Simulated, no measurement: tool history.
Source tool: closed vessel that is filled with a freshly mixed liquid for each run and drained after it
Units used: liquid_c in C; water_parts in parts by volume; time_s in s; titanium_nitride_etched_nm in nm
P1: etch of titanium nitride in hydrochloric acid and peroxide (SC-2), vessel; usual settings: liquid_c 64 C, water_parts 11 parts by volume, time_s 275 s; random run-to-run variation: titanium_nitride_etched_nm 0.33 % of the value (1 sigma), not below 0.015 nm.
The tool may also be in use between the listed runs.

Run 1, hour 10: liquid_c 64 C, water_parts 11 parts by volume, time_s 275 s. Result: titanium_nitride_etched_nm 25.493 nm.
Run 2, hour 15.9: liquid_c 52.5 C, water_parts 14.5 parts by volume, time_s 275 s. Result: titanium_nitride_etched_nm 9.6345 nm.
Run 3, hour 21.6: liquid_c 53.5 C, water_parts 17 parts by volume, time_s 275 s. Result: titanium_nitride_etched_nm 8.8766 nm.
Run 4, hour 29.2: liquid_c 64 C, water_parts 11 parts by volume, time_s 275 s. Result: titanium_nitride_etched_nm 25.353 nm.
Run 5, hour 36.9: liquid_c 64 C, water_parts 11 parts by volume, time_s 30 s. Result: titanium_nitride_etched_nm 2.7616 nm.
Run 6, hour 44: liquid_c 54 C, water_parts 11 parts by volume, time_s 275 s. Result: titanium_nitride_etched_nm 13.403 nm.
Run 7, hour 53.5: liquid_c 64 C, water_parts 11 parts by volume, time_s 275 s. Result: titanium_nitride_etched_nm 25.224 nm.
Run 8, hour 63.8: liquid_c 64 C, water_parts 4 parts by volume, time_s 275 s. Result: titanium_nitride_etched_nm 54.954 nm.
Run 9, hour 70.5: liquid_c 72 C, water_parts 11 parts by volume, time_s 275 s. Result: titanium_nitride_etched_nm 40.91 nm.
Run 10, hour 76.2: liquid_c 64 C, water_parts 11 parts by volume, time_s 275 s. Result: titanium_nitride_etched_nm 25.269 nm.
Run 11, hour 86.5: liquid_c 56 C, water_parts 15.5 parts by volume, time_s 275 s. Result: titanium_nitride_etched_nm 11.394 nm.
Run 12, hour 91.4: liquid_c 64 C, water_parts 19 parts by volume, time_s 275 s. Result: titanium_nitride_etched_nm 15.766 nm.

What does the tool deliver on the next run?
Run 13, hour 101.1: liquid_c 64 C, water_parts 11 parts by volume, time_s 550 s. Result: titanium_nitride_etched_nm ?.

Run 13 yielded titanium_nitride_etched_nm 50.54 nm.
